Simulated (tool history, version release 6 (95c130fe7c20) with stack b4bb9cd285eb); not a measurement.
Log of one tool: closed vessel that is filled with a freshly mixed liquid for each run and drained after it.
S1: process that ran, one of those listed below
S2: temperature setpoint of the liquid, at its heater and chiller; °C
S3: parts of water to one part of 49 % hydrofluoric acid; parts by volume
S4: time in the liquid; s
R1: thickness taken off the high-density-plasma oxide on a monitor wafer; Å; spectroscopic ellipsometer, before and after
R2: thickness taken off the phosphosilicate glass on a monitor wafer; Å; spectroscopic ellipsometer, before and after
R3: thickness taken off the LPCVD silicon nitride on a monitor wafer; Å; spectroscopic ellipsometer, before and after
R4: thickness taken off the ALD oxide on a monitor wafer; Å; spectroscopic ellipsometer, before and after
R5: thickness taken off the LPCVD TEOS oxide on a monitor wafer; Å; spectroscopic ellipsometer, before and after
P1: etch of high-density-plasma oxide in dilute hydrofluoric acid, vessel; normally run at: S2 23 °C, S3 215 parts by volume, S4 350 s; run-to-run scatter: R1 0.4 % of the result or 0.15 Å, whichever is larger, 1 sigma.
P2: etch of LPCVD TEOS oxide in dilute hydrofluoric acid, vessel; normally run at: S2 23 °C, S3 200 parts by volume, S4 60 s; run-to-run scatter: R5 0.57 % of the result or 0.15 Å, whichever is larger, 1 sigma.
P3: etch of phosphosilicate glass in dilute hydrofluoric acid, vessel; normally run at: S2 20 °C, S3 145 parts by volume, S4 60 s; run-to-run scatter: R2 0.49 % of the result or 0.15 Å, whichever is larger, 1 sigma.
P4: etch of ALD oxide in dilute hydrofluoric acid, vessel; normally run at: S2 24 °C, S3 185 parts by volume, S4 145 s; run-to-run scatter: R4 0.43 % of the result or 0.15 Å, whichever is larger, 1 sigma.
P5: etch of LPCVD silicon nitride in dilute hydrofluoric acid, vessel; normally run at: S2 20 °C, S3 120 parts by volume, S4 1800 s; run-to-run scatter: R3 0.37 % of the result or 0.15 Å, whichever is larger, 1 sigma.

run 1 hour=12.4 | S1=P1 S2=23 S3=215 S4=350 | R1=69.571
run 2 hour=24.8 | S1=P1 S2=23 S3=350 S4=350 | R1=36.823
run 3 hour=32 | S1=P3 S2=20 S3=75 S4=60 | R2=461.14
run 4 hour=43.3 | S1=P1 S2=23 S3=215 S4=350 | R1=68.619
run 5 hour=50.8 | S1=P1 S2=23 S3=215 S4=665 | R1=131.69
run 6 hour=59.3 | S1=P1 S2=17 S3=215 S4=350 | R1=54.883
run 7 hour=73.8 | S1=P1 S2=23 S3=50 S4=350 | R1=358.02
run 8 hour=86.1 | S1=P5 S2=20 S3=200 S4=1800 | R3=35.174
run 9 hour=92.6 | S1=P1 S2=23 S3=215 S4=350 | R1=69.302
run 10 hour=106.1 | S1=P5 S2=20 S3=120 S4=1800 | R3=57.891
run 11 hour=118.4 | S1=P1 S2=23 S3=335 S4=555 | R1=62.282
run 12 hour=128.9 | S1=P5 S2=20 S3=120 S4=680 | R3=22.048
run 13 hour=136.8 | S1=P4 S2=24 S3=185 S4=45 | R4=33.478
run 14 hour=151.2 | S1=P4 S2=24 S3=185 S4=145 | R4=108.53
run 15 hour=162.3 | S1=P3 S2=20 S3=145 S4=60 | R2=219.77
run 16 hour=173.3 | S1=P2 S2=23 S3=285 S4=60 | R5=93.509
run 17 hour=183.8 | S1=P1 S2=23 S3=215 S4=350 | R1=68.585
run 18 hour=193.5 | S1=P1 S2=30.5 S3=215 S4=350 | R1=90.147
run 19 hour=202.1 | S1=P3 S2=20 S3=145 S4=100 | R2=367.96
run 20 hour=212.3 | S1=P5 S2=17 S3=120 S4=1800 | R3=46.923
run 21 hour=225.6 | S1=P1 S2=23 S3=215 S4=350 | R1=69.315
run 22 hour=240.1 | S1=P1 S2=30 S3=340 S4=350 | R1=48.38
run 23 hour=246.7 | S1=P3 S2=28 S3=145 S4=60 | R2=298.36
run 24 hour=253 | S1=P2 S2=18 S3=200 S4=60 | R5=119.66
run 25 hour=264.7 | S1=P4 S2=24 S3=185 S4=145 | R4=108.71
-- hour=274.7 hydrofluoric acid flow meter replaced
run 26 hour=276.2 | S1=P1 S2=23 S3=215 S4=350 | R1=69.136
run 27 hour=284.6 | S1=P2 S2=23 S3=200 S4=105 | R5=254.41
run 28 hour=291 | S1=P2 S2=23 S3=200 S4=60 | R5=146.19
run 29 hour=299.4 | S1=P4 S2=30 S3=185 S4=145 | R4=134.97
run 30 hour=307.2 | S1=P1 S2=23 S3=215 S4=30 | R1=5.7645
run 31 hour=320.5 | S1=P1 S2=20 S3=215 S4=660 | R1=115.95
run 32 hour=327.5 | S1=P4 S2=24 S3=65 S4=145 | R4=354.82
run 33 hour=339.6 | S1=P2 S2=23 S3=200 S4=60 | R5=146.55
run 34 hour=348.7 | S1=P1 S2=23 S3=215 S4=350 | R1=69.472
run 35 hour=359.7 | S1=P1 S2=23 S3=215 S4=350 | R1=67.36
run 36 hour=366.4 | S1=P1 S2=23 S3=215 S4=350 | R1=66.118
run 37 hour=378.6 | S1=P1 S2=23 S3=215 S4=350 | R1=65.04
run 38 hour=385.4 | S1=P1 S2=23 S3=215 S4=350 | R1=65.543
run 39 hour=395 | S1=P1 S2=23 S3=215 S4=350 | R1=64.564
run 40 hour=406.9 | S1=P1 S2=23 S3=215 S4=350 | R1=63.839
run 41 hour=417.6 | S1=P1 S2=23 S3=215 S4=350 | R1=63.529
run 42 hour=431.8 | S1=P1 S2=23 S3=215 S4=350 | R1=63.859
run 43 hour=438.9 | S1=P1 S2=23 S3=215 S4=350 | R1=63.759
run 44 hour=451.2 | S1=P1 S2=23 S3=215 S4=350 | R1=63.378
run 45 hour=465.2 | S1=P1 S2=23 S3=215 S4=350 | R1=63.863

What P1 gives has crept away from where it was. These 2 causes fit the log equally well, each at the size given:
A: liquid colder than its thermometer reads (K) = 2.19
B: hydrofluoric acid flow below the setpoint (%) = 6.44
The creep began at about hour 348.7.

4 check runs are offered, one wafer each, their results left as question marks. Which one tells the causes apart?
run check 1 hour=479.2 | S1=P5 S2=20 S3=120 S4=1800 | R3=?
run check 2 hour=479.2 | S1=P4 S2=24 S3=185 S4=145 | R4=?
run check 3 hour=479.2 | S1=P2 S2=23 S3=200 S4=60 | R5=?
run check 4 hour=479.2 | S1=P3 S2=20 S3=145 S4=60 | R2=?

What each check would give under each cause:
check=check_1 result=R3 if_A=50.033 if_B=54.439
check=check_2 result=R4 if_A=99.804 if_B=100.04
check=check_3 result=R5 if_A=133.79 if_B=134.04
check=check_4 result=R2 if_A=201.28 if_B=203.59
How far apart the two closest causes lie, in the result that separates them most: check 1 8.44 %; check 2 0.23 %; check 3 0.19 %; check 4 1.14 %
Check 1 tells the causes apart: in the others they would give nearly the same result.

Check 1 was then run and gave: R3 50.488 Å. Which cause is it?

It is A: liquid colder than its thermometer reads (K).

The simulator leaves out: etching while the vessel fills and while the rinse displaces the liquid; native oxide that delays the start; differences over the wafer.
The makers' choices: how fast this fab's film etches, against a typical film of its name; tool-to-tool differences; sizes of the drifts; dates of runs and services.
